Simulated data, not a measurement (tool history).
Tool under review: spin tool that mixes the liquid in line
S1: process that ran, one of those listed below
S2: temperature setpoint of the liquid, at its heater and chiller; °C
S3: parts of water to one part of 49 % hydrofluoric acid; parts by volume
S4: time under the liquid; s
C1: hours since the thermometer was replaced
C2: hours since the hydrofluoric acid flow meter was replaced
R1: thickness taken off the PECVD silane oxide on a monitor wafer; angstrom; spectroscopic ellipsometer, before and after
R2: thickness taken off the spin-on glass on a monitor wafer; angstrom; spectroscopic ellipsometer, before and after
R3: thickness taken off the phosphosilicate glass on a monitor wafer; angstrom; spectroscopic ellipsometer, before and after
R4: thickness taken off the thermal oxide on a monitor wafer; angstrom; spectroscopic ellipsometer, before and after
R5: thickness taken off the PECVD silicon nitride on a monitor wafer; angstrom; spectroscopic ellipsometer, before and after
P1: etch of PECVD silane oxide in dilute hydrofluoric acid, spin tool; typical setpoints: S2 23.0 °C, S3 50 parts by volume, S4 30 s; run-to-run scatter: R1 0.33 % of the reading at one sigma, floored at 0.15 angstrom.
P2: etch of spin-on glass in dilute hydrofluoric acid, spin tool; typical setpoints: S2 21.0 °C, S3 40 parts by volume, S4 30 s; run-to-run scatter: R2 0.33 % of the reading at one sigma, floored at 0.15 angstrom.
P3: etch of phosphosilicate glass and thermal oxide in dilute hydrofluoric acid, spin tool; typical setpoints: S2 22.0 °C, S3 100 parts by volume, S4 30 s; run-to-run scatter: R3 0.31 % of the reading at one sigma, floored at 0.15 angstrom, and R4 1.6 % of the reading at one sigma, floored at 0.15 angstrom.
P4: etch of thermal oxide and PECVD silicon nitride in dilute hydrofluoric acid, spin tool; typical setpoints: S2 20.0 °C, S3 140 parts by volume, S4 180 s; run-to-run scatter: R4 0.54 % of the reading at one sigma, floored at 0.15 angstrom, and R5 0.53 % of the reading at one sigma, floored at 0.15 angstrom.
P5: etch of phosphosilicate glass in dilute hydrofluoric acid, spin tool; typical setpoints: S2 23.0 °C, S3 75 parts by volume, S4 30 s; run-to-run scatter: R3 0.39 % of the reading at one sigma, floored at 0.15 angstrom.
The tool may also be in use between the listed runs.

run 1 hour=5.6 | S1=P1 S2=23.0 S3=50 S4=30 | C1=864.6 C2=184.8 | R1=149.990
run 2 hour=9.3 | S1=P2 S2=21.0 S3=20 S4=30 | C1=868.3 C2=188.5 | R2=513.75
run 3 hour=13.6 | S1=P5 S2=31.0 S3=75 S4=30 | C1=872.6 C2=192.8 | R3=1085.60
run 4 hour=18.0 | S1=P2 S2=21.0 S3=40 S4=30 | C1=877.0 C2=197.2 | R2=249.62
run 5 hour=22.5 | S1=P5 S2=23.0 S3=20 S4=30 | C1=881.5 C2=201.7 | R3=3183.40
run 6 hour=27.5 | S1=P3 S2=22.0 S3=50 S4=30 | C1=886.5 C2=206.7 | R3=1172.50 R4=27.9440
run 7 hour=31.8 | S1=P2 S2=21.0 S3=40 S4=30 | C1=890.8 C2=211.0 | R2=248.93
run 8 hour=34.8 | S1=P1 S2=27.5 S3=50 S4=30 | C1=893.8 C2=214.0 | R1=179.880
run 9 hour=37.4 | S1=P1 S2=23.0 S3=50 S4=30 | C1=896.4 C2=216.6 | R1=150.780
run 10 hour=41.2 | S1=P1 S2=23.0 S3=50 S4=15 | C1=900.2 C2=220.4 | R1=75.161
run 11 hour=45.5 | S1=P2 S2=21.0 S3=40 S4=60 | C1=904.5 C2=224.7 | R2=498.50
run 12 hour=50.6 | S1=P1 S2=28.5 S3=50 S4=55 | C1=909.6 C2=229.8 | R1=343.860
run 13 hour=56.0 | S1=P2 S2=17.0 S3=40 S4=30 | C1=915.0 C2=235.2 | R2=209.82
run 14 hour=59.6 | S1=P1 S2=23.0 S3=50 S4=30 | C1=918.6 C2=238.8 | R1=149.880
run 15 hour=63.9 | S1=P4 S2=20.0 S3=40 S4=180 | C1=922.9 C2=243.1 | R4=200.3800 R5=141.820
run 16 hour=68.4 | S1=P1 S2=29.5 S3=85 S4=30 | C1=927.4 C2=247.6 | R1=109.040
run 17 hour=72.1 | S1=P1 S2=23.0 S3=50 S4=30 | C1=931.1 C2=251.3 | R1=149.820
run 18 hour=77.3 | S1=P1 S2=23.0 S3=50 S4=55 | C1=936.3 C2=256.5 | R1=274.900
run 19 hour=82.5 | S1=P4 S2=20.0 S3=140 S4=275 | C1=941.5 C2=261.7 | R4=77.8930 R5=64.166
run 20 hour=86.2 | S1=P3 S2=22.0 S3=100 S4=15 | C1=945.2 C2=265.4 | R3=275.08 R4=6.7344
run 21 hour=89.0 | S1=P3 S2=17.0 S3=100 S4=30 | C1=948.0 C2=268.2 | R3=446.44 R4=10.8520
run 22 hour=92.0 | S1=P1 S2=23.0 S3=50 S4=30 | C1=951.0 C2=271.2 | R1=149.940
run 23 hour=95.1 | S1=P1 S2=23.0 S3=50 S4=30 | C1=954.1 C2=274.3 | R1=150.190
run 24 hour=98.3 | S1=P5 S2=23.0 S3=75 S4=30 | C1=957.3 C2=277.5 | R3=784.93
run 25 hour=102.7 | S1=P4 S2=20.0 S3=140 S4=180 | C1=961.7 C2=281.9 | R4=50.8930 R5=41.867
run 26 hour=106.6 | S1=P1 S2=23.0 S3=20 S4=30 | C1=965.6 C2=285.8 | R1=389.120
run 27 hour=109.9 | S1=P1 S2=17.0 S3=50 S4=30 | C1=968.9 C2=289.1 | R1=115.780
run 28 hour=114.3 | S1=P1 S2=23.0 S3=75 S4=30 | C1=973.3 C2=293.5 | R1=97.562
run 29 hour=117.2 | S1=P4 S2=28.0 S3=140 S4=180 | C1=976.2 C2=296.4 | R4=69.4620 R5=70.752
run 30 hour=122.6 | S1=P3 S2=22.0 S3=100 S4=30 | C1=981.6 C2=301.8 | R3=553.63 R4=13.2830
run 31 hour=126.0 | S1=P5 S2=23.0 S3=75 S4=15 | C1=985.0 C2=305.2 | R3=391.88
run 32 hour=129.6 | S1=P4 S2=20.0 S3=140 S4=180 | C1=988.6 C2=308.8 | R4=51.1000 R5=41.421
run 33 hour=135.3 | S1=P1 S2=23.0 S3=50 S4=30 | C1=994.3 C2=314.5 | R1=150.090
run 34 hour=140.9 | S1=P1 S2=23.0 S3=50 S4=30 | C1=999.9 C2=320.1 | R1=143.910
run 35 hour=144.4 | S1=P1 S2=23.0 S3=50 S4=30 | C1=1003.4 C2=323.6 | R1=141.090
run 36 hour=149.3 | S1=P1 S2=23.0 S3=50 S4=30 | C1=1008.3 C2=328.5 | R1=140.860
run 37 hour=153.0 | S1=P1 S2=23.0 S3=50 S4=30 | C1=1012.0 C2=332.2 | R1=138.990
run 38 hour=156.0 | S1=P1 S2=23.0 S3=50 S4=30 | C1=1015.0 C2=335.2 | R1=140.000
run 39 hour=161.2 | S1=P1 S2=23.0 S3=50 S4=30 | C1=1020.2 C2=340.4 | R1=139.210
run 40 hour=165.3 | S1=P1 S2=23.0 S3=50 S4=30 | C1=1024.3 C2=344.5 | R1=139.230

The log shows P1 creeping away from where it was. Any of the 2 causes listed here, at the size stated for it, fits the log just as well as the others:
A: hydrofluoric acid flow below the setpoint (%) = 6.92
B: liquid colder than its thermometer reads (K) = 1.84
The process output started creeping at around hour 135.3.

The check runs listed below each take one wafer, and their results are still question marks. Under which run would the listed causes lead to clearly different results?
run check 1 hour=169.4 | S1=P3 S2=22.0 S3=100 S4=30 | R3=? R4=?
run check 2 hour=169.4 | S1=P4 S2=20.0 S3=140 S4=180 | R4=? R5=?
run check 3 hour=169.4 | S1=P5 S2=23.0 S3=75 S4=30 | R3=?
run check 4 hour=169.4 | S1=P2 S2=21.0 S3=40 S4=30 | R2=?

Expected result of each check under each candidate cause:
check=check_1 result=R3 if_A=508.22 if_B=511.01
check=check_1 result=R4 if_A=12.2670 if_B=12.3340
check=check_2 result=R4 if_A=46.8130 if_B=47.2030
check=check_2 result=R5 if_A=39.180 if_B=37.103
check=check_3 result=R3 if_A=728.56 if_B=730.90
check=check_4 result=R2 if_A=231.56 if_B=230.78
How far apart the two closest causes lie, in the result that separates them most: check 1 0.55 %; check 2 5.45 %; check 3 0.32 %; check 4 0.34 %
Only in check 2 would the causes give clearly different results; in the remaining checks their results would be nearly the same.

Check 2 was carried out, with these results: R4 47.4990 angstrom; R5 36.950 angstrom. Which of the listed causes is responsible?

It was cause B: liquid colder than its thermometer reads (K).
